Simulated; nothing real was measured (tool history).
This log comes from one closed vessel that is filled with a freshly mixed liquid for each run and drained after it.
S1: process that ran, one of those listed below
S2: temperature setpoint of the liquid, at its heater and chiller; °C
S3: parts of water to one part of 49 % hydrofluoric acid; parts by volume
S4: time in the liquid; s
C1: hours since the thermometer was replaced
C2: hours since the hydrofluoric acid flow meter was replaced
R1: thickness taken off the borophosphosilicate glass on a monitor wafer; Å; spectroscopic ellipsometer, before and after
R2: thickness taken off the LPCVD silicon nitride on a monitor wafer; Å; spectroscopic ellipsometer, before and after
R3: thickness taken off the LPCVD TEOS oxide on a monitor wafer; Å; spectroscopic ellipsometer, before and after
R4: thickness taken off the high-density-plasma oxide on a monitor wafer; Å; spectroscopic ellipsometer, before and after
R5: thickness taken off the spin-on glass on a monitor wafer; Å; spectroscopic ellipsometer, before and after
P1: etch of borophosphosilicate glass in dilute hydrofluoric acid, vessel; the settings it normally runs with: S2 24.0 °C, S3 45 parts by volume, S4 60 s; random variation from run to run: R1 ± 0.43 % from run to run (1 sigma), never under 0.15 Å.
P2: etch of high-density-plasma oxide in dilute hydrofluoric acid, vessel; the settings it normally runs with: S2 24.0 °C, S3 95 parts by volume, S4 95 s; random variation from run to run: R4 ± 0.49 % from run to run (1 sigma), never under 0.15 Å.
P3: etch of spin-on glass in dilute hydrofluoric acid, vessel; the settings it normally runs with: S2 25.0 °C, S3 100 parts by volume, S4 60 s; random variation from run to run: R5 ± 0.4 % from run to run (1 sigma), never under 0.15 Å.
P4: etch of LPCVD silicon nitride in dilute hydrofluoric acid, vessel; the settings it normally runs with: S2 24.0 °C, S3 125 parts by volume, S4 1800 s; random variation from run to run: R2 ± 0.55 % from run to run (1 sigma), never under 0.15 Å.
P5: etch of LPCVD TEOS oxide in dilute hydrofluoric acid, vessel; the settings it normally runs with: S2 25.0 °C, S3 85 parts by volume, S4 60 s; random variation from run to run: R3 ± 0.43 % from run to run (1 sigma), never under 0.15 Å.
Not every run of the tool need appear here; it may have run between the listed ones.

Run 1, hour 11.6: S1 P1, S2 24.0 °C, S3 45 parts by volume, S4 60 s; C1 211.1; C2 390.6. Result: R1 1005.70 Å.
Run 2, hour 21.8: S1 P1, S2 17.0 °C, S3 45 parts by volume, S4 60 s; C1 221.3; C2 400.8. Result: R1 749.42 Å.
Run 3, hour 34.0: S1 P4, S2 28.5 °C, S3 125 parts by volume, S4 1800 s; C1 233.5; C2 413.0. Result: R2 96.841 Å.
Run 4, hour 43.3: S1 P5, S2 29.0 °C, S3 85 parts by volume, S4 60 s; C1 242.8; C2 422.3. Result: R3 308.28 Å.
Run 5, hour 53.4: S1 P2, S2 24.0 °C, S3 95 parts by volume, S4 135 s; C1 252.9; C2 432.4. Result: R4 73.484 Å.
Run 6, hour 63.5: S1 P1, S2 24.0 °C, S3 45 parts by volume, S4 60 s; C1 263.0; C2 442.5. Result: R1 1008.60 Å.
Run 7, hour 75.6: S1 P1, S2 24.0 °C, S3 75 parts by volume, S4 105 s; C1 275.1; C2 454.6. Result: R1 1013.20 Å.
Run 8, hour 86.4: S1 P1, S2 24.0 °C, S3 45 parts by volume, S4 60 s; C1 285.9; C2 465.4. Result: R1 996.78 Å.
Run 9, hour 95.9: S1 P1, S2 24.0 °C, S3 65 parts by volume, S4 60 s; C1 295.4; C2 474.9. Result: R1 670.59 Å.
Run 10, hour 105.2: S1 P2, S2 24.0 °C, S3 140 parts by volume, S4 95 s; C1 304.7; C2 484.2. Result: R4 33.211 Å.
Run 11, hour 116.4: S1 P4, S2 24.0 °C, S3 125 parts by volume, S4 1800 s; C1 315.9; C2 495.4. Result: R2 72.865 Å.
Run 12, hour 125.8: S1 P4, S2 24.0 °C, S3 125 parts by volume, S4 1800 s; C1 325.3; C2 504.8. Result: R2 72.088 Å.
Run 13, hour 134.2: S1 P2, S2 24.0 °C, S3 95 parts by volume, S4 95 s; C1 333.7; C2 513.2. Result: R4 51.840 Å.
Run 14, hour 144.9: S1 P2, S2 30.0 °C, S3 95 parts by volume, S4 95 s; C1 344.4; C2 523.9. Result: R4 65.665 Å.
Run 15, hour 154.8: S1 P1, S2 24.0 °C, S3 45 parts by volume, S4 100 s; C1 354.3; C2 533.8. Result: R1 1653.00 Å.
Run 16, hour 163.5: S1 P3, S2 31.0 °C, S3 100 parts by volume, S4 60 s; C1 363.0; C2 542.5. Result: R5 276.44 Å.
Run 17, hour 170.8: S1 P1, S2 24.0 °C, S3 45 parts by volume, S4 60 s; C1 370.3; C2 549.8. Result: R1 998.72 Å.
Run 18, hour 178.6: S1 P5, S2 25.0 °C, S3 85 parts by volume, S4 60 s; C1 378.1; C2 557.6. Result: R3 263.10 Å.
Run 19, hour 189.0: S1 P4, S2 24.0 °C, S3 125 parts by volume, S4 3400 s; C1 388.5; C2 568.0. Result: R2 137.850 Å.
Run 20, hour 201.0: S1 P5, S2 25.0 °C, S3 120 parts by volume, S4 60 s; C1 400.5; C2 580.0. Result: R3 178.14 Å.
Run 21, hour 212.0: S1 P3, S2 25.0 °C, S3 100 parts by volume, S4 60 s; C1 411.5; C2 591.0. Result: R5 220.32 Å.
Run 22, hour 223.9: S1 P1, S2 17.0 °C, S3 45 parts by volume, S4 30 s; C1 423.4; C2 602.9. Result: R1 375.34 Å.
Run 23, hour 231.9: S1 P1, S2 24.0 °C, S3 45 parts by volume, S4 60 s; C1 431.4; C2 610.9. Result: R1 1008.10 Å.
Run 24, hour 243.4: S1 P1, S2 24.0 °C, S3 45 parts by volume, S4 60 s; C1 442.9; C2 622.4. Result: R1 1001.40 Å.
Run 25, hour 254.1: S1 P3, S2 25.0 °C, S3 20 parts by volume, S4 60 s; C1 453.6; C2 633.1. Result: R5 1229.30 Å.
Run 26, hour 265.1: S1 P3, S2 25.0 °C, S3 100 parts by volume, S4 60 s; C1 464.6; C2 644.1. Result: R5 219.94 Å.
Run 27, hour 275.1: S1 P5, S2 25.0 °C, S3 85 parts by volume, S4 30 s; C1 474.6; C2 654.1. Result: R3 132.18 Å.
Run 28, hour 283.6: S1 P3, S2 25.0 °C, S3 100 parts by volume, S4 30 s; C1 483.1; C2 662.6. Result: R5 110.34 Å.
Run 29, hour 291.7: S1 P1, S2 30.5 °C, S3 45 parts by volume, S4 60 s; C1 491.2; C2 670.7. Result: R1 1299.80 Å.
Run 30, hour 299.0: S1 P1, S2 24.0 °C, S3 45 parts by volume, S4 60 s; C1 498.5; C2 678.0. Result: R1 995.34 Å.
Run 31, hour 308.5: S1 P1, S2 17.0 °C, S3 45 parts by volume, S4 30 s; C1 508.0; C2 687.5. Result: R1 371.80 Å.
Run 32, hour 319.0: S1 P4, S2 24.0 °C, S3 195 parts by volume, S4 1800 s; C1 518.5; C2 698.0. Result: R2 46.789 Å.
Run 33, hour 329.1: S1 P1, S2 24.0 °C, S3 20 parts by volume, S4 60 s; C1 528.6; C2 708.1. Result: R1 2351.10 Å.
Run 34, hour 339.8: S1 P1, S2 24.0 °C, S3 45 parts by volume, S4 30 s; C1 539.3; C2 718.8. Result: R1 499.10 Å.
Run 35, hour 350.9: S1 P2, S2 24.0 °C, S3 95 parts by volume, S4 95 s; C1 550.4; C2 729.9. Result: R4 52.433 Å.
Run 36, hour 356.7: S1 P1, S2 24.0 °C, S3 45 parts by volume, S4 60 s; C1 556.2; C2 735.7. Result: R1 1001.50 Å.
Run 37, hour 367.0: S1 P1, S2 24.0 °C, S3 45 parts by volume, S4 60 s; C1 566.5; C2 746.0. Result: R1 1021.70 Å.
Run 38, hour 373.5: S1 P1, S2 24.0 °C, S3 45 parts by volume, S4 60 s; C1 573.0; C2 752.5. Result: R1 1029.20 Å.
Run 39, hour 380.1: S1 P1, S2 24.0 °C, S3 45 parts by volume, S4 60 s; C1 579.6; C2 759.1. Result: R1 1040.90 Å.
Run 40, hour 387.8: S1 P1, S2 24.0 °C, S3 45 parts by volume, S4 60 s; C1 587.3; C2 766.8. Result: R1 1050.90 Å.
Run 41, hour 395.0: S1 P1, S2 24.0 °C, S3 45 parts by volume, S4 60 s; C1 594.5; C2 774.0. Result: R1 1047.50 Å.
Run 42, hour 404.2: S1 P1, S2 24.0 °C, S3 45 parts by volume, S4 60 s; C1 603.7; C2 783.2. Result: R1 1062.00 Å.
Run 43, hour 414.1: S1 P1, S2 24.0 °C, S3 45 parts by volume, S4 60 s; C1 613.6; C2 793.1. Result: R1 1070.00 Å.
Run 44, hour 425.8: S1 P1, S2 24.0 °C, S3 45 parts by volume, S4 60 s; C1 625.3; C2 804.8. Result: R1 1060.70 Å.
Run 45, hour 435.9: S1 P1, S2 24.0 °C, S3 45 parts by volume, S4 60 s; C1 635.4; C2 814.9. Result: R1 1064.40 Å.
Run 46, hour 441.6: S1 P1, S2 24.0 °C, S3 45 parts by volume, S4 60 s; C1 641.1; C2 820.6. Result: R1 1063.80 Å.
Run 47, hour 452.9: S1 P1, S2 24.0 °C, S3 45 parts by volume, S4 60 s; C1 652.4; C2 831.9. Result: R1 1069.10 Å.

The log shows P1 creeping away from where it was. Any of the 2 causes listed here, at the size stated for it, fits the log just as well as the others:
A: hydrofluoric acid flow above the setpoint (%) = 5.8
B: liquid hotter than its thermometer reads (K) = 1.46
The drift started at roughly hour 356.7.

You are offered 4 check runs, listed below with question marks in place of their results; each one averages 2 wafers. Which run separates the listed causes by giving clearly different results for each?
Run check 1, hour 464.2: S1 P5, S2 25.0 °C, S3 85 parts by volume, S4 60 s. Result: R3 ?.
Run check 2, hour 464.2: S1 P4, S2 24.0 °C, S3 125 parts by volume, S4 1800 s. Result: R2 ?.
Run check 3, hour 464.2: S1 P3, S2 25.0 °C, S3 100 parts by volume, S4 60 s. Result: R5 ?.
Run check 4, hour 464.2: S1 P2, S2 24.0 °C, S3 95 parts by volume, S4 95 s. Result: R4 ?.

Check results expected under each cause:
  check  result    if A    if B
check 1      R3  280.23  278.89
check 2      R2  76.807  79.852
check 3      R5  234.00  232.52
check 4      R4  55.224  54.937
Per check, the gap between the least separated pair of causes, taken in the result that splits them most: check 1 0.48 %; check 2 3.89 %; check 3 0.63 %; check 4 0.52 %
Only in check 2 would the causes give clearly different results; in the remaining checks their results would be nearly the same.

Check 2 was then run and gave: R2 79.797 Å. Which cause is it?

The cause is B: liquid hotter than its thermometer reads (K).
